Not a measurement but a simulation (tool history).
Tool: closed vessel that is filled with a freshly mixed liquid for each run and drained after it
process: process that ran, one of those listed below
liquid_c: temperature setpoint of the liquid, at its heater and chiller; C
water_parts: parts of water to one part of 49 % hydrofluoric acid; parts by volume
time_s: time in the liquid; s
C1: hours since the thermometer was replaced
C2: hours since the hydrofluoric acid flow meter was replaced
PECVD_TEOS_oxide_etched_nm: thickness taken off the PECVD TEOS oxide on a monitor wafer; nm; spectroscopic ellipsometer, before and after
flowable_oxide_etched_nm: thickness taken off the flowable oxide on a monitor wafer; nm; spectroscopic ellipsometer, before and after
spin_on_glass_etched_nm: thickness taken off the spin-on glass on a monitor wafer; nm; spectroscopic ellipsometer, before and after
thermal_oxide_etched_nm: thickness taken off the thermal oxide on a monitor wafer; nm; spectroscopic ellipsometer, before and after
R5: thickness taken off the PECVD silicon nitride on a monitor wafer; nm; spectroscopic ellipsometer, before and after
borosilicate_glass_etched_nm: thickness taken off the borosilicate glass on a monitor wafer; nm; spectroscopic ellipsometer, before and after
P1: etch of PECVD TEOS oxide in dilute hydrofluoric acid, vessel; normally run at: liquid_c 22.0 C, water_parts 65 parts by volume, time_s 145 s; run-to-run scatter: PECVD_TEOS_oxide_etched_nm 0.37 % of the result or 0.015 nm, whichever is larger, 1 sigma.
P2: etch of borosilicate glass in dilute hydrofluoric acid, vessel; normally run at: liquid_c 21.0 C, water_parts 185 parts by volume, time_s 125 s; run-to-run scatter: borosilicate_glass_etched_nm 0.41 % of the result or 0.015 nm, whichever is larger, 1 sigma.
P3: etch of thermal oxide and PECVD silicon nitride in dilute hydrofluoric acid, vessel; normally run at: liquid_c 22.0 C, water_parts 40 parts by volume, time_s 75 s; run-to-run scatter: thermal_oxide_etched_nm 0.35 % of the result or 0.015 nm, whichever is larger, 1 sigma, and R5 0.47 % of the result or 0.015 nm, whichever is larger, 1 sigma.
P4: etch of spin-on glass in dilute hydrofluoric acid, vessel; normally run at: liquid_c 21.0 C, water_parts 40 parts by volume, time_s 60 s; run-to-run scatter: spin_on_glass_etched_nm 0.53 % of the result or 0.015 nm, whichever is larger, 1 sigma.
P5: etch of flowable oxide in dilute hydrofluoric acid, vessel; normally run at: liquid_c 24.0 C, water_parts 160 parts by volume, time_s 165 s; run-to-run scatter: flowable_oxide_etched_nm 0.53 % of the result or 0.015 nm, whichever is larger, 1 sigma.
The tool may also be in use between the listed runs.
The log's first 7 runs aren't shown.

Run 8, hour 69.8: process P1, liquid_c 22.0 C, water_parts 65 parts by volume, time_s 80 s; C1 841.9; C2 1362.9. Result: PECVD_TEOS_oxide_etched_nm 10.372 nm.
Run 9, hour 74.8: process P3, liquid_c 22.0 C, water_parts 40 parts by volume, time_s 75 s; C1 846.9; C2 1367.9. Result: thermal_oxide_etched_nm 8.9281 nm, R5 5.2547 nm.
Run 10, hour 80.2: process P1, liquid_c 30.5 C, water_parts 65 parts by volume, time_s 145 s; C1 852.3; C2 1373.3. Result: PECVD_TEOS_oxide_etched_nm 26.486 nm.
Run 11, hour 89.0: process P4, liquid_c 21.0 C, water_parts 20 parts by volume, time_s 60 s; C1 861.1; C2 1382.1. Result: spin_on_glass_etched_nm 62.182 nm.
Run 12, hour 97.9: process P4, liquid_c 21.0 C, water_parts 40 parts by volume, time_s 60 s; C1 870.0; C2 1391.0. Result: spin_on_glass_etched_nm 30.104 nm.
Run 13, hour 109.3: process P5, liquid_c 24.0 C, water_parts 160 parts by volume, time_s 30 s; C1 881.4; C2 1402.4. Result: flowable_oxide_etched_nm 4.2628 nm.
Run 14, hour 116.9: process P3, liquid_c 22.0 C, water_parts 40 parts by volume, time_s 30 s; C1 889.0; C2 1410.0. Result: thermal_oxide_etched_nm 3.5690 nm, R5 2.0540 nm.
Run 15, hour 123.5: process P5, liquid_c 24.0 C, water_parts 160 parts by volume, time_s 165 s; C1 895.6; C2 1416.6. Result: flowable_oxide_etched_nm 23.5960 nm.
Run 16, hour 129.4: process P4, liquid_c 28.5 C, water_parts 40 parts by volume, time_s 60 s; C1 901.5; C2 1422.5. Result: spin_on_glass_etched_nm 40.911 nm.
Run 17, hour 135.1: process P5, liquid_c 17.5 C, water_parts 160 parts by volume, time_s 165 s; C1 907.2; C2 1428.2. Result: flowable_oxide_etched_nm 18.1830 nm.
Run 18, hour 144.5: process P2, liquid_c 21.0 C, water_parts 185 parts by volume, time_s 125 s; C1 916.6; C2 1437.6. Result: borosilicate_glass_etched_nm 11.5110 nm.
Run 19, hour 154.7: process P1, liquid_c 17.0 C, water_parts 65 parts by volume, time_s 145 s; C1 926.8; C2 1447.8. Result: PECVD_TEOS_oxide_etched_nm 15.313 nm.
Run 20, hour 161.0: process P2, liquid_c 21.0 C, water_parts 85 parts by volume, time_s 125 s; C1 933.1; C2 1454.1. Result: borosilicate_glass_etched_nm 28.0560 nm.
Run 21, hour 169.0: process P3, liquid_c 22.0 C, water_parts 70 parts by volume, time_s 75 s; C1 941.1; C2 1462.1. Result: thermal_oxide_etched_nm 4.8826 nm, R5 3.0219 nm.
Run 22, hour 179.4: process P1, liquid_c 18.0 C, water_parts 65 parts by volume, time_s 250 s; C1 951.5; C2 1472.5. Result: PECVD_TEOS_oxide_etched_nm 27.354 nm.
Run 23, hour 188.7: process P1, liquid_c 22.0 C, water_parts 100 parts by volume, time_s 145 s; C1 960.8; C2 1481.8. Result: PECVD_TEOS_oxide_etched_nm 11.828 nm.
Run 24, hour 198.0: process P2, liquid_c 17.0 C, water_parts 185 parts by volume, time_s 125 s; C1 970.1; C2 1491.1. Result: borosilicate_glass_etched_nm 9.9197 nm.
Run 25, hour 205.7: process P2, liquid_c 21.0 C, water_parts 185 parts by volume, time_s 30 s; C1 977.8; C2 1498.8. Result: borosilicate_glass_etched_nm 2.7676 nm.
Run 26, hour 213.6: process P1, liquid_c 22.0 C, water_parts 65 parts by volume, time_s 145 s; C1 985.7; C2 1506.7. Result: PECVD_TEOS_oxide_etched_nm 18.888 nm.
Run 27, hour 220.3: process P1, liquid_c 22.0 C, water_parts 65 parts by volume, time_s 145 s; C1 992.4; C2 1513.4. Result: PECVD_TEOS_oxide_etched_nm 18.917 nm.

The next listed run, before its measurement:
Run 28, hour 228.8: process P3, liquid_c 26.5 C, water_parts 40 parts by volume, time_s 75 s; C1 1000.9; C2 1521.9. Result: thermal_oxide_etched_nm ?, R5 ?.

{"run 28": {"thermal_oxide_etched_nm": 10.849, "R5": 7.0575}}
